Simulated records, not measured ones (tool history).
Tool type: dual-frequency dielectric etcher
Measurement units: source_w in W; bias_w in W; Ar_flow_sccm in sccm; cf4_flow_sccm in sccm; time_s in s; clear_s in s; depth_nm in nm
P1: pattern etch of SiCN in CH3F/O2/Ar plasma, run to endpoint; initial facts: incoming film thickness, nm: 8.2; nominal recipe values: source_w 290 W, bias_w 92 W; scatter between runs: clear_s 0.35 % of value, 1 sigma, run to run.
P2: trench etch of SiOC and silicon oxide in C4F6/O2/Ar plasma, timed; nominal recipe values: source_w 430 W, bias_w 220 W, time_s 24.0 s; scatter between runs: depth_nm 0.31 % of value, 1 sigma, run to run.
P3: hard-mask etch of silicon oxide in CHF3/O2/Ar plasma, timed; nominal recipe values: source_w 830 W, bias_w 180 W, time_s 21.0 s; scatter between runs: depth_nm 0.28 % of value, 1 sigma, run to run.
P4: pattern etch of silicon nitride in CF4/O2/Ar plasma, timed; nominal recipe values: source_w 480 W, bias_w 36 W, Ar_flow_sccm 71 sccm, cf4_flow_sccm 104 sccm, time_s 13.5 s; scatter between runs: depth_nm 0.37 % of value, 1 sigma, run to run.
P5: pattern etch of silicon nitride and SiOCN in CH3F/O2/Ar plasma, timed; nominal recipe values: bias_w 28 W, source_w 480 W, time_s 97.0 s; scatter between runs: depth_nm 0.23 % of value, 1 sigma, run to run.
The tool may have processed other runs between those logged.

| run | day | process | source_w | bias_w | Ar_flow_sccm | cf4_flow_sccm | time_s | hours since the last wet clean | hours since the last source power generator calibration | hours since the last bias power generator calibration | clear_s | depth_nm |
|---|---|---|---|---|---|---|---|---|---|---|---|---|
| 1 | 0.508 | P1 | 290 | 92 |  |  |  | 223.3 | 372.0 | 1857.1 | 22.354 |  |
| 2 | 1.033 | P4 | 320 | 36 | 71 | 104 | 13.5 | 235.9 | 384.6 | 1869.7 |  | 16.403 |
| 3 | 1.429 | P1 | 290 | 92 |  |  |  | 245.4 | 394.1 | 1879.2 | 22.430 |  |
| 4 | 1.850 | P1 | 290 | 114 |  |  |  | 255.5 | 404.2 | 1889.3 | 20.747 |  |
| 5 | 2.358 | P1 | 290 | 92 |  |  |  | 267.7 | 416.4 | 1901.5 | 22.619 |  |
|  | 2.596 | source power generator calibrated |
| 6 | 2.833 | P2 | 430 | 220 |  |  | 24.0 | 279.1 | 5.8 | 1912.9 |  | 51.130 |
| 7 | 3.283 | P1 | 370 | 92 |  |  |  | 289.9 | 16.6 | 1923.7 | 20.598 |  |
| 8 | 3.646 | P4 | 480 | 44 | 71 | 104 | 13.5 | 298.6 | 25.3 | 1932.4 |  | 24.974 |
| 9 | 4.221 | P3 | 1150 | 180 |  |  | 21.0 | 312.4 | 39.1 | 1946.2 |  | 54.431 |
| 10 | 4.833 | P2 | 430 | 310 |  |  | 24.0 | 327.1 | 53.8 | 1960.9 |  | 57.558 |
| 11 | 5.225 | P5 | 480 | 17 |  |  | 97.0 | 336.5 | 63.2 | 1970.3 |  | 11.829 |
| 12 | 5.708 | P1 | 200 | 92 |  |  |  | 348.1 | 74.8 | 1981.9 | 25.702 |  |
| 13 | 6.254 | P3 | 830 | 117 |  |  | 21.0 | 361.2 | 87.9 | 1995.0 |  | 41.782 |
| 14 | 6.758 | P2 | 430 | 220 |  |  | 34.0 | 373.3 | 100.0 | 2007.1 |  | 72.360 |
| 15 | 7.171 | P5 | 480 | 28 |  |  | 97.0 | 383.2 | 109.9 | 2017.0 |  | 14.683 |
| 16 | 7.629 | P3 | 830 | 180 |  |  | 21.0 | 394.2 | 120.9 | 2028.0 |  | 48.040 |
| 17 | 8.129 | P4 | 480 | 36 | 43 | 104 | 13.5 | 406.2 | 132.9 | 2040.0 |  | 24.471 |
| 18 | 8.529 | P1 | 290 | 73 |  |  |  | 415.8 | 142.5 | 2049.6 | 24.559 |  |
| 19 | 8.854 | P5 | 320 | 28 |  |  | 97.0 | 423.6 | 150.3 | 2057.4 |  | 12.807 |
| 20 | 9.417 | P2 | 530 | 220 |  |  | 24.0 | 437.1 | 163.8 | 2070.9 |  | 55.611 |
| 21 | 9.912 | P1 | 290 | 92 |  |  |  | 449.0 | 175.7 | 2082.8 | 22.572 |  |
| 22 | 10.250 | P2 | 430 | 220 |  |  | 24.0 | 457.1 | 183.8 | 2090.9 |  | 51.331 |
| 23 | 10.650 | P3 | 830 | 180 |  |  | 21.0 | 466.7 | 193.4 | 2100.5 |  | 47.827 |
|  | 10.750 | bias power generator calibrated |
| 24 | 11.225 | P5 | 480 | 28 |  |  | 127.5 | 480.5 | 207.2 | 11.4 |  | 19.292 |
| 25 | 11.729 | P4 | 480 | 36 | 71 | 141 | 13.5 | 492.6 | 219.3 | 23.5 |  | 24.236 |
| 26 | 12.312 | P4 | 480 | 36 | 71 | 104 | 13.5 | 506.6 | 233.3 | 37.5 |  | 23.411 |
| 27 | 12.742 | P4 | 480 | 36 | 71 | 104 | 7.5 | 516.9 | 243.6 | 47.8 |  | 13.097 |
| 28 | 13.342 | P1 | 190 | 120 |  |  |  | 531.3 | 258.0 | 62.2 | 23.733 |  |
| 29 | 13.696 | P3 | 830 | 180 |  |  | 13.5 | 539.8 | 266.5 | 70.7 |  | 30.562 |
| 30 | 14.129 | P1 | 290 | 92 |  |  |  | 550.2 | 276.9 | 81.1 | 22.472 |  |
| 31 | 14.617 | P1 | 290 | 92 |  |  |  | 561.9 | 288.6 | 92.8 | 22.452 |  |
| 32 | 14.983 | P1 | 290 | 92 |  |  |  | 570.7 | 297.4 | 101.6 | 22.117 |  |
| 33 | 15.433 | P1 | 290 | 92 |  |  |  | 581.5 | 308.2 | 112.4 | 22.240 |  |
|  | 15.783 | wet clean of the chamber |
| 34 | 16.029 | P1 | 290 | 92 |  |  |  | 6.0 | 322.5 | 126.7 | 22.258 |  |
| 35 | 16.458 | P1 | 290 | 92 |  |  |  | 16.3 | 332.8 | 137.0 | 22.229 |  |
| 36 | 17.029 | P1 | 290 | 92 |  |  |  | 30.0 | 346.5 | 150.7 | 22.135 |  |
| 37 | 17.400 | P1 | 290 | 92 |  |  |  | 38.9 | 355.4 | 159.6 | 22.156 |  |
| 38 | 17.738 | P1 | 290 | 92 |  |  |  | 47.0 | 363.5 | 167.7 | 22.066 |  |

P1 has crept away from where it was. The log is fitted equally well by each of these 2 causes, at the sizes shown:
A: bias power that arrives over what is set, % = 4.75
B: source power that arrives over what is set, % = 4.92
Onset of the creep was near day 14.129.
Ruled out, with reasons:
chamber walls in a state that raises the etch rate, %: serviced at day 15.783, which brought nothing back

Each of the 4 check runs below uses one wafer; its results are left as question marks. Which run tells the causes apart?
| check 1 | 18.075 | P3 | 830 | 180 |  |  | 21.0 |  |  |  |  | ? |
| check 2 | 18.075 | P5 | 480 | 28 |  |  | 97.0 |  |  |  |  | ? |
| check 3 | 18.075 | P4 | 480 | 36 | 71 | 104 | 13.5 |  |  |  |  | ? |
| check 4 | 18.075 | P2 | 430 | 220 |  |  | 24.0 |  |  |  |  | ? |

Outcome of each check run for each possible cause:
| check | result | if A | if B |
|---|---|---|---|
| check 1 | depth_nm | 48.669 | 48.825 |
| check 2 | depth_nm | 15.000 | 14.925 |
| check 3 | depth_nm | 23.789 | 24.441 |
| check 4 | depth_nm | 52.043 | 52.210 |
Per check, the gap between the least separated pair of causes, taken in the result that splits them most: check 1 0.32 %; check 2 0.5 %; check 3 2.7 %; check 4 0.32 %
Of the check runs offered, only check 3 discriminates between the causes; the rest would read about the same regardless of which cause applies.

Check 3 has now been run. It gave: depth_nm 23.767 nm. Which of the candidate causes is it?

A is the cause: bias power that arrives over what is set, %.
